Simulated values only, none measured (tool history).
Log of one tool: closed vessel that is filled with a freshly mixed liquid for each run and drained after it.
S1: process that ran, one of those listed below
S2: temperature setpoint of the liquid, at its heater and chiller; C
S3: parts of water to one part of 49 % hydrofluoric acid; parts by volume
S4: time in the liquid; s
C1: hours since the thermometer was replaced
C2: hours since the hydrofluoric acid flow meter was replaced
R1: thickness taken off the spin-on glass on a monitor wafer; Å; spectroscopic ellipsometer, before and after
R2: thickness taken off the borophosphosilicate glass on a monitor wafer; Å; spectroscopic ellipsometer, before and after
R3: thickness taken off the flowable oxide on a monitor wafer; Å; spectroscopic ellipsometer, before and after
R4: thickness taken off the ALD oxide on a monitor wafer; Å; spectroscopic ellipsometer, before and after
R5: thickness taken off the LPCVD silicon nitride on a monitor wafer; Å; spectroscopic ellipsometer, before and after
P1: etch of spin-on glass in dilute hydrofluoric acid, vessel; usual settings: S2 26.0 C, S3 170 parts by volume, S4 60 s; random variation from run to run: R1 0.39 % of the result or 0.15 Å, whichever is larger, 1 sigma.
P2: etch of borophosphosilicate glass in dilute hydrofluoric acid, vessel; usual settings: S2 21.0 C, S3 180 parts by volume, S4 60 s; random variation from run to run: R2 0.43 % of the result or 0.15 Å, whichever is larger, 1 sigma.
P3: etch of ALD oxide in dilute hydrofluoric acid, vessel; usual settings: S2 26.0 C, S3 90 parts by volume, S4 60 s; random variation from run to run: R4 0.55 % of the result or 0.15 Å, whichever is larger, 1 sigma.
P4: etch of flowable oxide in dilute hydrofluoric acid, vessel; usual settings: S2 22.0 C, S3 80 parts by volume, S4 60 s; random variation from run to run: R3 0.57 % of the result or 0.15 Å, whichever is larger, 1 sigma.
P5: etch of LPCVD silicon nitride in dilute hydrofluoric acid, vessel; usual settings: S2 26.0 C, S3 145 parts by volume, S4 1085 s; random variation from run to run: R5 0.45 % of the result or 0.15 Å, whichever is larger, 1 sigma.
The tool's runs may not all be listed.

run 1 hour=4.2 | S1=P1 S2=26.0 S3=170 S4=60 | C1=815.1 C2=1030.6 | R1=111.180
run 2 hour=11.5 | S1=P2 S2=21.0 S3=180 S4=60 | C1=822.4 C2=1037.9 | R2=102.520
run 3 hour=18.4 | S1=P1 S2=26.0 S3=170 S4=105 | C1=829.3 C2=1044.8 | R1=194.980
run 4 hour=23.3 | S1=P4 S2=17.0 S3=80 S4=60 | C1=834.2 C2=1049.7 | R3=149.450
run 5 hour=32.8 | S1=P1 S2=34.0 S3=170 S4=60 | C1=843.7 C2=1059.2 | R1=146.940
run 6 hour=42.5 | S1=P3 S2=31.0 S3=90 S4=60 | C1=853.4 C2=1068.9 | R4=129.610
run 7 hour=47.5 | S1=P1 S2=26.0 S3=170 S4=60 | C1=858.4 C2=1073.9 | R1=111.720
run 8 hour=55.6 | S1=P5 S2=26.0 S3=250 S4=1085 | C1=866.5 C2=1082.0 | R5=25.999
run 9 hour=65.3 | S1=P1 S2=26.0 S3=170 S4=60 | C1=876.2 C2=1091.7 | R1=111.750
run 10 hour=71.2 | S1=P2 S2=21.0 S3=180 S4=60 | C1=882.1 C2=1097.6 | R2=102.130
run 11 hour=77.8 | S1=P4 S2=22.0 S3=140 S4=60 | C1=888.7 C2=1104.2 | R3=98.931
run 12 hour=84.7 | S1=P4 S2=22.0 S3=80 S4=60 | C1=895.6 C2=1111.1 | R3=183.040
run 13 hour=92.8 | S1=P1 S2=20.0 S3=170 S4=60 | C1=903.7 C2=1119.2 | R1=88.916
run 14 hour=101.1 | S1=P2 S2=17.0 S3=180 S4=60 | C1=912.0 C2=1127.5 | R2=87.372
run 15 hour=108.4 | S1=P4 S2=22.0 S3=80 S4=60 | C1=919.3 C2=1134.8 | R3=181.730
run 16 hour=115.9 | S1=P3 S2=26.0 S3=20 S4=60 | C1=926.8 C2=1142.3 | R4=527.740
run 17 hour=121.7 | S1=P1 S2=26.0 S3=170 S4=30 | C1=932.6 C2=1148.1 | R1=55.376
run 18 hour=127.5 | S1=P1 S2=26.0 S3=255 S4=60 | C1=938.4 C2=1153.9 | R1=67.635
run 19 hour=136.0 | S1=P5 S2=26.0 S3=145 S4=1085 | C1=946.9 C2=1162.4 | R5=45.265
run 20 hour=140.8 | S1=P1 S2=26.0 S3=235 S4=30 | C1=951.7 C2=1167.2 | R1=37.487
run 21 hour=145.9 | S1=P3 S2=26.0 S3=90 S4=30 | C1=956.8 C2=1172.3 | R4=53.936
run 22 hour=153.3 | S1=P1 S2=31.5 S3=265 S4=60 | C1=964.2 C2=1179.7 | R1=77.430
run 23 hour=157.6 | S1=P4 S2=22.0 S3=80 S4=115 | C1=968.5 C2=1184.0 | R3=350.670
run 24 hour=166.9 | S1=P2 S2=21.0 S3=180 S4=95 | C1=977.8 C2=1193.3 | R2=163.000
run 25 hour=173.6 | S1=P2 S2=21.0 S3=290 S4=60 | C1=984.5 C2=1200.0 | R2=57.206
run 26 hour=177.9 | S1=P5 S2=26.0 S3=145 S4=1085 | C1=988.8 C2=1204.3 | R5=45.269

Forecast run 27:
run 27 hour=184.6 | S1=P1 S2=26.0 S3=170 S4=60 | C1=995.5 C2=1211.0 | R1=?

Run 27 gave R1 111.050 Å.

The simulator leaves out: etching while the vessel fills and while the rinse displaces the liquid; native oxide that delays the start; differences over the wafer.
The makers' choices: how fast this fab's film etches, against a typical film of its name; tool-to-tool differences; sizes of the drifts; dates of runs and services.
